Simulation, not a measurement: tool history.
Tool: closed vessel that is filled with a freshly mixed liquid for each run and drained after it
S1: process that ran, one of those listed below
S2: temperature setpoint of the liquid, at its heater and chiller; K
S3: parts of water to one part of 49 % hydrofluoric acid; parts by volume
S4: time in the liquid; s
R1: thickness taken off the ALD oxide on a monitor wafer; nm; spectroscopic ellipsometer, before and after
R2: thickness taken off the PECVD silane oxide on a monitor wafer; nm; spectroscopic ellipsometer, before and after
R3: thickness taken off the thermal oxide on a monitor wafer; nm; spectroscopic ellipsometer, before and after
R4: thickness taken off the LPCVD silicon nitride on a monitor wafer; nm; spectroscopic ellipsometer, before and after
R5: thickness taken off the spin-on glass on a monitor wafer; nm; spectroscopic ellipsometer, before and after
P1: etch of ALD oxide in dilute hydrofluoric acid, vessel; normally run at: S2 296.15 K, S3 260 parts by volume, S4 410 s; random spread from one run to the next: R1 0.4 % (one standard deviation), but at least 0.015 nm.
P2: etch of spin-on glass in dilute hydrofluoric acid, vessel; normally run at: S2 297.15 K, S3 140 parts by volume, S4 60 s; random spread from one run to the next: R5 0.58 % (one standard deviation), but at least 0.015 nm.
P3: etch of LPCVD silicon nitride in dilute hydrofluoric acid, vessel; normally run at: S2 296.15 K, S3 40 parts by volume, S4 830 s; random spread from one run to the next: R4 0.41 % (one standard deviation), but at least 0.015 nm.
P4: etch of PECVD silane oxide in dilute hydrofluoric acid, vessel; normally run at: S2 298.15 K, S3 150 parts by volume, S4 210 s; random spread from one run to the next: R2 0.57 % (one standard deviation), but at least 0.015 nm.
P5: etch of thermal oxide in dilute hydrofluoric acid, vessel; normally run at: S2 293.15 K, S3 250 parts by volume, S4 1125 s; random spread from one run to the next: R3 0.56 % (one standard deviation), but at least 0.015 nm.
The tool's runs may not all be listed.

| run | hour | S1 | S2 | S3 | S4 | R1 | R2 | R3 | R4 | R5 |
|---|---|---|---|---|---|---|---|---|---|---|
| 1 | 11.0 | P1 | 296.15 | 260 | 410 | 21.2860 |  |  |  |  |
| 2 | 19.7 | P4 | 298.15 | 150 | 30 |  | 6.8022 |  |  |  |
| 3 | 35.2 | P4 | 298.15 | 150 | 210 |  | 47.9770 |  |  |  |
| 4 | 50.4 | P5 | 293.15 | 250 | 195 |  |  | 2.548 |  |  |
| 5 | 61.3 | P1 | 296.15 | 260 | 640 | 33.0460 |  |  |  |  |
| 6 | 74.0 | P5 | 293.15 | 250 | 1125 |  |  | 14.521 |  |  |
| 7 | 85.5 | P1 | 296.15 | 260 | 180 | 9.3025 |  |  |  |  |
| 8 | 93.6 | P1 | 296.15 | 260 | 410 | 21.2240 |  |  |  |  |
| 9 | 104.9 | P3 | 296.15 | 40 | 830 |  |  |  | 9.9199 |  |
| 10 | 121.0 | P3 | 296.15 | 20 | 830 |  |  |  | 19.4550 |  |
| 11 | 129.5 | P5 | 293.15 | 425 | 1125 |  |  | 7.400 |  |  |
| 12 | 142.8 | P4 | 290.65 | 150 | 210 |  | 36.0850 |  |  |  |
| 13 | 154.1 | P3 | 296.15 | 40 | 830 |  |  |  | 9.9470 |  |
| 14 | 166.3 | P1 | 296.15 | 415 | 745 | 20.9170 |  |  |  |  |
| 15 | 181.7 | P2 | 297.15 | 140 | 115 |  |  |  |  | 46.012 |
| 16 | 192.6 | P4 | 298.15 | 225 | 210 |  | 29.1600 |  |  |  |
| 17 | 199.8 | P1 | 304.15 | 260 | 410 | 27.8950 |  |  |  |  |
| 18 | 216.0 | P1 | 296.15 | 260 | 410 | 21.2330 |  |  |  |  |
| 19 | 225.8 | P1 | 290.15 | 260 | 410 | 16.9850 |  |  |  |  |
| 20 | 239.6 | P2 | 301.15 | 140 | 60 |  |  |  |  | 27.756 |
| 21 | 254.6 | P3 | 290.15 | 40 | 830 |  |  |  | 6.5679 |  |
| 22 | 270.5 | P5 | 297.65 | 250 | 1125 |  |  | 17.098 |  |  |
| 23 | 278.1 | P2 | 297.15 | 140 | 60 |  |  |  |  | 24.180 |
| 24 | 293.4 | P1 | 296.15 | 440 | 410 | 10.6320 |  |  |  |  |
| 25 | 306.0 | P1 | 296.15 | 70 | 410 | 96.3570 |  |  |  |  |
| 26 | 313.1 | P2 | 297.15 | 215 | 60 |  |  |  |  | 14.482 |
| 27 | 324.8 | P3 | 296.15 | 40 | 1490 |  |  |  | 17.9130 |  |
| 28 | 340.2 | P1 | 296.15 | 260 | 410 | 21.0400 |  |  |  |  |
| 29 | 355.9 | P1 | 296.15 | 260 | 410 | 21.1910 |  |  |  |  |
| 30 | 364.4 | P1 | 296.15 | 260 | 410 | 21.5880 |  |  |  |  |
| 31 | 378.9 | P1 | 296.15 | 260 | 410 | 22.1880 |  |  |  |  |
| 32 | 394.4 | P1 | 296.15 | 260 | 410 | 22.4010 |  |  |  |  |
| 33 | 404.3 | P1 | 296.15 | 260 | 410 | 22.2730 |  |  |  |  |
| 34 | 418.9 | P1 | 296.15 | 260 | 410 | 22.3860 |  |  |  |  |
| 35 | 427.5 | P1 | 296.15 | 260 | 410 | 22.4770 |  |  |  |  |
| 36 | 436.3 | P1 | 296.15 | 260 | 410 | 22.4830 |  |  |  |  |
| 37 | 445.2 | P1 | 296.15 | 260 | 410 | 22.4980 |  |  |  |  |

What P1 gives has crept off from where it sat before. The 2 causes that follow fit the log equally well, each at the size noted:
A: liquid hotter than its thermometer reads (K) = 1.75
B: hydrofluoric acid flow above the setpoint (%) = 5.1
The creep began at about hour 355.9.

Of the 4 check runs listed below, each run on one wafer and each result written as a question mark, which would let you distinguish the listed causes because they would give clearly different results?
| check 1 | 454.1 | P4 | 292.65 | 150 | 40 |  | ? |  |  |  |
| check 2 | 454.1 | P3 | 291.15 | 40 | 1445 |  |  |  | ? |  |
| check 3 | 454.1 | P5 | 293.15 | 385 | 1125 |  |  | ? |  |  |
| check 4 | 454.1 | P2 | 297.15 | 195 | 60 |  |  |  |  | ? |

Predicted outcomes, by check and by cause:
| check | result | if A | if B |
|---|---|---|---|
| check 1 | R2 | 7.9112 | 7.8159 |
| check 2 | R4 | 13.8900 | 12.8850 |
| check 3 | R3 | 8.9184 | 8.9632 |
| check 4 | R5 | 17.270 | 17.197 |
Separation of the two closest causes in each check, using whichever result separates them best: check 1 1.21 %; check 2 7.51 %; check 3 0.5 %; check 4 0.43 %
The other checks would show nearly matching results whichever cause is true, so check 2 is the only one that separates the causes.

After running check 2, the following was obtained: R4 12.9130 nm. Which cause does this point to?

It was cause B: hydrofluoric acid flow above the setpoint (%).
